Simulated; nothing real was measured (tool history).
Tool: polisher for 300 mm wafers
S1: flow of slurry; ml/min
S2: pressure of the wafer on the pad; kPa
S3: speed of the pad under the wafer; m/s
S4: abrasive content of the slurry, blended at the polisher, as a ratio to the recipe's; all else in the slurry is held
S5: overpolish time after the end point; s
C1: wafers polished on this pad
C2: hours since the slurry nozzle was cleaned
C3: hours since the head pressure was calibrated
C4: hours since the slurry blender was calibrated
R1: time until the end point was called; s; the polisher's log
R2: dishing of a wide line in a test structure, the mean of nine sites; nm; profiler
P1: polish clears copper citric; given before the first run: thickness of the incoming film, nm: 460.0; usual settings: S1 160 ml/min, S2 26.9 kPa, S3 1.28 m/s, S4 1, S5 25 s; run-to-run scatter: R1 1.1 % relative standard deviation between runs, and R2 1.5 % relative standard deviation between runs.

{"run": 1, "hour": 9.6, "S1": 160, "S2": 26.9, "S3": 1.28, "S4": 1, "S5": 25, "C1": 713, "C2": 470.4, "C3": 249.9, "C4": 45.3, "R1": 114.59, "R2": 49.869}
{"run": 2, "hour": 19.6, "S1": 160, "S2": 36.5, "S3": 1.28, "S4": 0.55, "S5": 25, "C1": 816, "C2": 480.4, "C3": 259.9, "C4": 55.3, "R1": 94.946, "R2": 57.15}
{"run": 3, "hour": 31.7, "S1": 160, "S2": 26.9, "S3": 1.28, "S4": 1.4, "S5": 25, "C1": 941, "C2": 492.5, "C3": 272, "C4": 67.4, "R1": 107.32, "R2": 52.622}
{"run": 4, "hour": 42.5, "S1": 160, "S2": 20, "S3": 1.28, "S4": 1, "S5": 25, "C1": 1052, "C2": 503.3, "C3": 282.8, "C4": 78.2, "R1": 154.88, "R2": 39.536}
{"run": 5, "hour": 50.0, "S1": 160, "S2": 26.9, "S3": 1.28, "S4": 1, "S5": 25, "C1": 1130, "C2": 510.8, "C3": 290.3, "C4": 85.7, "R1": 114.36, "R2": 50.65}
{"run": 6, "hour": 57.6, "S1": 95, "S2": 26.9, "S3": 1.28, "S4": 1, "S5": 25, "C1": 1208, "C2": 518.4, "C3": 297.9, "C4": 93.3, "R1": 126.09, "R2": 46.283}
{"run": 7, "hour": 63.9, "S1": 160, "S2": 26.9, "S3": 0.96, "S4": 1, "S5": 25, "C1": 1273, "C2": 524.7, "C3": 304.2, "C4": 99.6, "R1": 151.89, "R2": 42.062}
{"run": 8, "hour": 70.2, "S1": 160, "S2": 26.9, "S3": 1.28, "S4": 1, "S5": 48, "C1": 1338, "C2": 531, "C3": 310.5, "C4": 105.9, "R1": 114.19, "R2": 70.127}
{"run": 9, "hour": 79.8, "S1": 200, "S2": 26.9, "S3": 1.28, "S4": 1, "S5": 25, "C1": 1437, "C2": 540.6, "C3": 320.1, "C4": 115.5, "R1": 110.79, "R2": 50.467}
{"run": 10, "hour": 91.6, "S1": 160, "S2": 42.7, "S3": 1.28, "S4": 1, "S5": 25, "C1": 1559, "C2": 552.4, "C3": 331.9, "C4": 127.3, "R1": 71.381, "R2": 66.424}
{"run": 11, "hour": 98.6, "S1": 160, "S2": 26.9, "S3": 1.28, "S4": 1, "S5": 25, "C1": 1631, "C2": 559.4, "C3": 338.9, "C4": 134.3, "R1": 114.16, "R2": 48.255}
{"run": 12, "hour": 106.5, "S1": 160, "S2": 26.9, "S3": 1.28, "S4": 1, "S5": 25, "C1": 1712, "C2": 567.3, "C3": 346.8, "C4": 142.2, "R1": 114.89, "R2": 50.529}
{"run": 13, "hour": 116.8, "S1": 160, "S2": 26.9, "S3": 1.86, "S4": 1, "S5": 25, "C1": 1819, "C2": 577.6, "C3": 357.1, "C4": 152.5, "R1": 78.867, "R2": 62.026}
{"run": 14, "hour": 128.2, "S1": 120, "S2": 26.9, "S3": 1.28, "S4": 0.6, "S5": 25, "C1": 1936, "C2": 589, "C3": 368.5, "C4": 163.9, "R1": 131.46, "R2": 46.019}
{"run": 15, "hour": 139.8, "S1": 160, "S2": 26.9, "S3": 1.28, "S4": 1, "S5": 12, "C1": 2056, "C2": 600.6, "C3": 380.1, "C4": 175.5, "R1": 112.67, "R2": 30.256}
{"run": 16, "hour": 147.6, "S1": 95, "S2": 26.9, "S3": 1.28, "S4": 1, "S5": 14, "C1": 2136, "C2": 608.4, "C3": 387.9, "C4": 183.3, "R1": 129.37, "R2": 31.652}
{"run": 17, "hour": 155.0, "S1": 160, "S2": 26.9, "S3": 1.28, "S4": 1, "S5": 25, "C1": 2212, "C2": 615.8, "C3": 395.3, "C4": 190.7, "R1": 112.44, "R2": 50.474}
{"run": 18, "hour": 166.9, "S1": 160, "S2": 26.9, "S3": 1.28, "S4": 1, "S5": 25, "C1": 2335, "C2": 627.7, "C3": 407.2, "C4": 202.6, "R1": 114.88, "R2": 49.969}
{"run": 19, "hour": 172.7, "S1": 160, "S2": 26.9, "S3": 1.28, "S4": 0.55, "S5": 25, "C1": 2395, "C2": 633.5, "C3": 413, "C4": 208.4, "R1": 128.6, "R2": 46.079}
{"run": 20, "hour": 180.0, "S1": 160, "S2": 26.9, "S3": 1.28, "S4": 1, "S5": 25, "C1": 2470, "C2": 640.8, "C3": 420.3, "C4": 215.7, "R1": 113.89, "R2": 49.271}
{"run": 21, "hour": 190.9, "S1": 160, "S2": 26.9, "S3": 1.28, "S4": 1, "S5": 25, "C1": 2583, "C2": 651.7, "C3": 431.2, "C4": 226.6, "R1": 117.26, "R2": 48.961}
{"run": 22, "hour": 200.7, "S1": 160, "S2": 26.9, "S3": 1.28, "S4": 1, "S5": 25, "C1": 2684, "C2": 661.5, "C3": 441, "C4": 236.4, "R1": 118.99, "R2": 48.441}
{"run": 23, "hour": 212.1, "S1": 160, "S2": 26.9, "S3": 1.28, "S4": 1, "S5": 25, "C1": 2801, "C2": 672.9, "C3": 452.4, "C4": 247.8, "R1": 118.82, "R2": 50.276}
{"run": 24, "hour": 219.0, "S1": 160, "S2": 26.9, "S3": 1.28, "S4": 1, "S5": 25, "C1": 2873, "C2": 679.8, "C3": 459.3, "C4": 254.7, "R1": 121.03, "R2": 48.38}
{"run": 25, "hour": 230.1, "S1": 160, "S2": 26.9, "S3": 1.28, "S4": 1, "S5": 25, "C1": 2987, "C2": 690.9, "C3": 470.4, "C4": 265.8, "R1": 123.62, "R2": 48.248}
{"hour": 231.1, "done": "slurry blender recalibrated"}
{"hour": 235.9, "done": "head pressure recalibrated"}
{"run": 26, "hour": 242.2, "S1": 160, "S2": 26.9, "S3": 1.28, "S4": 1, "S5": 25, "C1": 3112, "C2": 703, "C3": 6.3, "C4": 11.1, "R1": 123.16, "R2": 48.964}
{"run": 27, "hour": 253.4, "S1": 160, "S2": 26.9, "S3": 1.28, "S4": 1, "S5": 25, "C1": 3227, "C2": 714.2, "C3": 17.5, "C4": 22.3, "R1": 119.44, "R2": 47.439}
{"run": 28, "hour": 258.8, "S1": 160, "S2": 26.9, "S3": 1.28, "S4": 1, "S5": 25, "C1": 3283, "C2": 719.6, "C3": 22.9, "C4": 27.7, "R1": 125.46, "R2": 47.994}
{"run": 29, "hour": 266.7, "S1": 160, "S2": 26.9, "S3": 1.28, "S4": 1, "S5": 25, "C1": 3364, "C2": 727.5, "C3": 30.8, "C4": 35.6, "R1": 123.93, "R2": 48.734}
{"run": 30, "hour": 272.7, "S1": 160, "S2": 26.9, "S3": 1.28, "S4": 1, "S5": 25, "C1": 3426, "C2": 733.5, "C3": 36.8, "C4": 41.6, "R1": 121.85, "R2": 48.066}
{"run": 31, "hour": 281.5, "S1": 160, "S2": 26.9, "S3": 1.28, "S4": 1, "S5": 25, "C1": 3517, "C2": 742.3, "C3": 45.6, "C4": 50.4, "R1": 124.67, "R2": 47.982}

What P1 gives has crept away from where it was. These 2 causes fit the log equally well, each at the size given:
A: slurry flow missing at the pad, % = 28.9
B: removal rate lost through wear of the pad, % = 6.32
At approximately hour 180, the process output began to creep.
Ruled out, with reasons:
head's pressure below its setpoint, %: maintenance at hour 235.9, after the shift began, did not return the process to its former output
abrasive missing from the slurry, %: maintenance at hour 231.1, after the shift began, did not return the process to its former output

The list below offers 4 check runs, each averaging the results of 5 wafers, and shows each result as a question mark. For which of them would the listed causes give clearly different results?
{"run": "check 1", "hour": 290.3, "S1": 160, "S2": 26.9, "S3": 1.84, "S4": 0.75, "S5": 25, "R1": "?", "R2": "?"}
{"run": "check 2", "hour": 290.3, "S1": 95, "S2": 26.9, "S3": 1, "S4": 1, "S5": 25, "R1": "?", "R2": "?"}
{"run": "check 3", "hour": 290.3, "S1": 160, "S2": 26.9, "S3": 1.56, "S4": 1, "S5": 25, "R1": "?", "R2": "?"}
{"run": "check 4", "hour": 290.3, "S1": 160, "S2": 42.1, "S3": 1.28, "S4": 1, "S5": 25, "R1": "?", "R2": "?"}

If the cause were each of the candidates in turn, the checks would give the following:
check=check_1 result=R1 if_A=90.95 if_B=90.942
check=check_1 result=R2 if_A=56.887 if_B=56.89
check=check_2 result=R1 if_A=180.94 if_B=174.13
check=check_2 result=R2 if_A=37.067 if_B=38.107
check=check_3 result=R1 if_A=100.78 if_B=100.78
check=check_3 result=R2 if_A=53.908 if_B=53.911
check=check_4 result=R1 if_A=78.74 if_B=78.733
check=check_4 result=R2 if_A=63.622 if_B=63.625
Minimum pairwise separation of causes per check, each pair taken at its best-separating result: check 1 0.01 %; check 2 3.84 %; check 3 0.01 %; check 4 0.01 %
Check 2 tells the causes apart: in the others they would give nearly the same result.

Check 2 has now been run. It gave: R1 174.06 s; R2 37.852 nm. Which of the candidate causes is it?

The correct cause is B, namely: removal rate lost through wear of the pad, %.
